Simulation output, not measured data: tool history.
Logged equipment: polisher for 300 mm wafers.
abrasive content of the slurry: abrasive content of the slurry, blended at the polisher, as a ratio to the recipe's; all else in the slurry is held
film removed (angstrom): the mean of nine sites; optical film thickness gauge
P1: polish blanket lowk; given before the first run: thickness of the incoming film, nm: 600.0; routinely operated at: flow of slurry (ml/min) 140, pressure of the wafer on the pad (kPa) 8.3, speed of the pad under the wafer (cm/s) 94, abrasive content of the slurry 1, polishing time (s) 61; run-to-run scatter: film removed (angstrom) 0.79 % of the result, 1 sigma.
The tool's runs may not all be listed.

run,hour,flow of slurry (ml/min),pressure of the wafer on the pad (kPa),speed of the pad under the wafer (cm/s),abrasive content of the slurry,polishing time (s),wafers polished on this pad,hours since the slurry nozzle was cleaned,hours since the head pressure was calibrated,hours since the slurry blender was calibrated,hours since the conditioning disc was replaced,film removed (angstrom)
1,9.2,140,8.3,94,1,61,923,586.9,735.5,95.6,84.2,140.26
2,18.7,140,8.3,94,1.45,61,1002,596.4,745,105.1,93.7,166.06
3,33.2,140,8.3,94,1,93,1122,610.9,759.5,119.6,108.2,216.83
4,45.1,140,8.3,124,1,61,1221,622.8,771.4,131.5,120.1,176.26
5,56.4,140,4.1,94,1,61,1314,634.1,782.7,142.8,131.4,71.419
6,65.9,85,8.3,94,1,61,1393,643.6,792.2,152.3,140.9,127.58
7,80.1,140,8.3,94,1,61,1511,657.8,806.4,166.5,155.1,143.56
8,93.9,140,13.1,94,1,61,1625,671.6,820.2,180.3,168.9,227.21
9,102.9,140,8.3,94,0.7,61,1699,680.6,829.2,189.3,177.9,118.02
10,116.9,140,8.3,56,1.4,61,1815,694.6,843.2,203.3,191.9,108.39
# hour 126.8: slurry nozzle cleaned
# hour 129.4: worn pad replaced by a new one
11,130.3,140,8.3,94,1,27,7,3.5,856.6,216.7,205.3,63.227
12,138.6,140,8.3,48,1,61,76,11.8,864.9,225,213.6,83.956
13,152.9,140,8.3,94,1,61,195,26.1,879.2,239.3,227.9,143.34
14,163.3,140,8.3,94,1,61,281,36.5,889.6,249.7,238.3,141.68

Run 15 has not been measured yet. What should we expect?
15,171.7,195,8.3,94,1,61,350,44.9,898,258.1,246.7,?

{"run 15": {"film removed (angstrom)": 148.45}}
